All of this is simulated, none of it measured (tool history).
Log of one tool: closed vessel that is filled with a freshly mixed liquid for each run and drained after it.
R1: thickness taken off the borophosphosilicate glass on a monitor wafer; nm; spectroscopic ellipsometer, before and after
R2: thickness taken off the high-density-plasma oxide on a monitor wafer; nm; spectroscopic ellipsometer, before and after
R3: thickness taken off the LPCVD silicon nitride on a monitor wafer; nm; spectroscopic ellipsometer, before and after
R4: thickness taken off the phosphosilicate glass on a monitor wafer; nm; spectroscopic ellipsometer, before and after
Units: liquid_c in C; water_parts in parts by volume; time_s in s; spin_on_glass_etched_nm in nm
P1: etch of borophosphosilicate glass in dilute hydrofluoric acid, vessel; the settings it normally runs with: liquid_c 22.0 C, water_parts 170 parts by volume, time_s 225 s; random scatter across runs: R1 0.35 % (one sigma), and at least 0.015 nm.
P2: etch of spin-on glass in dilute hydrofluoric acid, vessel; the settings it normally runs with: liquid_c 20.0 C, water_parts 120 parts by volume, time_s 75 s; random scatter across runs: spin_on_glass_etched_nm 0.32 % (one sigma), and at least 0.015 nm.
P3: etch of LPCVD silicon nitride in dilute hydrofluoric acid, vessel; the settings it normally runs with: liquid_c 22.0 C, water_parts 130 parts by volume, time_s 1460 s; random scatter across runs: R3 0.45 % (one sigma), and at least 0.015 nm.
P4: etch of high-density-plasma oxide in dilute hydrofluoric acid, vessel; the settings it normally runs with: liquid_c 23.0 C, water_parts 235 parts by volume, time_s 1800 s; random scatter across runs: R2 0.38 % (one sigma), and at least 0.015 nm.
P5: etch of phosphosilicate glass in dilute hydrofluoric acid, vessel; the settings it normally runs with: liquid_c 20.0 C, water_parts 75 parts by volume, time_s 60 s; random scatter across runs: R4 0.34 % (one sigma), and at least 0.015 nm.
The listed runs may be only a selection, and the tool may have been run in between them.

{"run": 1, "hour": 8.5, "process": "P1", "liquid_c": 22.0, "water_parts": 170, "time_s": 225, "R1": 33.873}
{"run": 2, "hour": 15.4, "process": "P1", "liquid_c": 17.0, "water_parts": 255, "time_s": 225, "R1": 17.056}
{"run": 3, "hour": 29.2, "process": "P1", "liquid_c": 22.0, "water_parts": 170, "time_s": 225, "R1": 34.007}
{"run": 4, "hour": 39.6, "process": "P4", "liquid_c": 23.0, "water_parts": 235, "time_s": 1800, "R2": 35.666}
{"run": 5, "hour": 46.2, "process": "P1", "liquid_c": 22.0, "water_parts": 170, "time_s": 400, "R1": 60.138}
{"run": 6, "hour": 52.4, "process": "P1", "liquid_c": 22.0, "water_parts": 270, "time_s": 225, "R1": 19.178}
{"run": 7, "hour": 59.2, "process": "P4", "liquid_c": 23.0, "water_parts": 235, "time_s": 3315, "R2": 64.81}
{"run": 8, "hour": 70.6, "process": "P3", "liquid_c": 22.0, "water_parts": 130, "time_s": 1460, "R3": 5.5248}
{"run": 9, "hour": 82.5, "process": "P5", "liquid_c": 27.5, "water_parts": 75, "time_s": 60, "R4": 142.87}
{"run": 10, "hour": 89.0, "process": "P1", "liquid_c": 22.0, "water_parts": 105, "time_s": 225, "R1": 58.781}
{"run": 11, "hour": 98.5, "process": "P4", "liquid_c": 23.0, "water_parts": 125, "time_s": 1800, "R2": 74.649}
{"run": 12, "hour": 105.8, "process": "P3", "liquid_c": 17.0, "water_parts": 130, "time_s": 1460, "R3": 3.9496}
{"run": 13, "hour": 113.4, "process": "P2", "liquid_c": 20.0, "water_parts": 120, "time_s": 75, "spin_on_glass_etched_nm": 28.876}
{"run": 14, "hour": 125.0, "process": "P1", "liquid_c": 17.0, "water_parts": 110, "time_s": 225, "R1": 45.328}
{"run": 15, "hour": 137.0, "process": "P2", "liquid_c": 25.0, "water_parts": 120, "time_s": 75, "spin_on_glass_etched_nm": 35.013}
{"run": 16, "hour": 145.6, "process": "P1", "liquid_c": 27.0, "water_parts": 170, "time_s": 225, "R1": 40.85}
{"run": 17, "hour": 159.5, "process": "P5", "liquid_c": 20.0, "water_parts": 135, "time_s": 60, "R4": 54.998}
{"run": 18, "hour": 167.3, "process": "P4", "liquid_c": 23.0, "water_parts": 235, "time_s": 1800, "R2": 35.44}
{"run": 19, "hour": 178.0, "process": "P1", "liquid_c": 17.0, "water_parts": 170, "time_s": 135, "R1": 16.692}
{"run": 20, "hour": 184.2, "process": "P3", "liquid_c": 22.0, "water_parts": 130, "time_s": 2850, "R3": 10.9}
{"run": 21, "hour": 191.3, "process": "P2", "liquid_c": 20.0, "water_parts": 40, "time_s": 75, "spin_on_glass_etched_nm": 94.898}
{"run": 22, "hour": 200.2, "process": "P3", "liquid_c": 22.0, "water_parts": 215, "time_s": 1460, "R3": 3.3444}
{"run": 23, "hour": 208.5, "process": "P5", "liquid_c": 20.0, "water_parts": 75, "time_s": 60, "R4": 105.53}
{"run": 24, "hour": 220.7, "process": "P1", "liquid_c": 22.0, "water_parts": 170, "time_s": 225, "R1": 33.845}
{"run": 25, "hour": 232.1, "process": "P1", "liquid_c": 22.0, "water_parts": 170, "time_s": 225, "R1": 33.631}
{"run": 26, "hour": 243.6, "process": "P1", "liquid_c": 22.0, "water_parts": 170, "time_s": 225, "R1": 33.625}
{"run": 27, "hour": 256.5, "process": "P1", "liquid_c": 17.5, "water_parts": 170, "time_s": 225, "R1": 28.266}
{"run": 28, "hour": 269.4, "process": "P1", "liquid_c": 22.0, "water_parts": 170, "time_s": 125, "R1": 18.906}
{"run": 29, "hour": 276.3, "process": "P4", "liquid_c": 17.0, "water_parts": 235, "time_s": 1800, "R2": 28.251}
{"run": 30, "hour": 285.5, "process": "P2", "liquid_c": 20.0, "water_parts": 120, "time_s": 125, "spin_on_glass_etched_nm": 48.181}
{"run": 31, "hour": 297.0, "process": "P5", "liquid_c": 20.0, "water_parts": 75, "time_s": 30, "R4": 53.093}
{"run": 32, "hour": 307.1, "process": "P1", "liquid_c": 22.0, "water_parts": 170, "time_s": 225, "R1": 33.914}
{"run": 33, "hour": 316.3, "process": "P1", "liquid_c": 22.0, "water_parts": 170, "time_s": 225, "R1": 33.717}
{"run": 34, "hour": 324.1, "process": "P1", "liquid_c": 22.0, "water_parts": 170, "time_s": 225, "R1": 33.004}
{"run": 35, "hour": 334.4, "process": "P1", "liquid_c": 22.0, "water_parts": 170, "time_s": 225, "R1": 32.438}
{"run": 36, "hour": 348.2, "process": "P1", "liquid_c": 22.0, "water_parts": 170, "time_s": 225, "R1": 31.95}
{"run": 37, "hour": 360.5, "process": "P1", "liquid_c": 22.0, "water_parts": 170, "time_s": 225, "R1": 31.684}
{"run": 38, "hour": 369.7, "process": "P1", "liquid_c": 22.0, "water_parts": 170, "time_s": 225, "R1": 31.707}
{"run": 39, "hour": 378.2, "process": "P1", "liquid_c": 22.0, "water_parts": 170, "time_s": 225, "R1": 31.63}
{"run": 40, "hour": 386.1, "process": "P1", "liquid_c": 22.0, "water_parts": 170, "time_s": 225, "R1": 31.727}
{"run": 41, "hour": 395.3, "process": "P1", "liquid_c": 22.0, "water_parts": 170, "time_s": 225, "R1": 31.628}

What P1 gives has crept off from where it sat before. The 2 causes that follow fit the log equally well, each at the size noted:
A: liquid colder than its thermometer reads (K) = 1.74
B: hydrofluoric acid flow below the setpoint (%) = 5.54
The process output started creeping at around hour 316.3.

The check runs listed below each take one wafer, and their results are still question marks. Under which run would the listed causes lead to clearly different results?
{"run": "check 1", "hour": 404.5, "process": "P3", "liquid_c": 22.0, "water_parts": 215, "time_s": 2850, "R3": "?"}
{"run": "check 2", "hour": 404.5, "process": "P4", "liquid_c": 19.5, "water_parts": 235, "time_s": 3275, "R2": "?"}
{"run": "check 3", "hour": 404.5, "process": "P2", "liquid_c": 25.0, "water_parts": 120, "time_s": 75, "spin_on_glass_etched_nm": "?"}
{"run": "check 4", "hour": 404.5, "process": "P5", "liquid_c": 20.0, "water_parts": 135, "time_s": 60, "R4": "?"}

What each check would give under each cause:
check=check_1 result=R3 if_A=5.8898 if_B=6.2325
check=check_2 result=R2 if_A=52.715 if_B=52.561
check=check_3 result=spin_on_glass_etched_nm if_A=32.852 if_B=32.928
check=check_4 result=R4 if_A=51.211 if_B=51.473
How far apart the two closest causes lie, in the result that separates them most: check 1 5.65 %; check 2 0.29 %; check 3 0.23 %; check 4 0.51 %
Check 1 tells the causes apart: in the others they would give nearly the same result.

With check 1 done, the readings were: R3 6.2376 nm. Identify which of the listed causes applies.

The cause is B: hydrofluoric acid flow below the setpoint (%).

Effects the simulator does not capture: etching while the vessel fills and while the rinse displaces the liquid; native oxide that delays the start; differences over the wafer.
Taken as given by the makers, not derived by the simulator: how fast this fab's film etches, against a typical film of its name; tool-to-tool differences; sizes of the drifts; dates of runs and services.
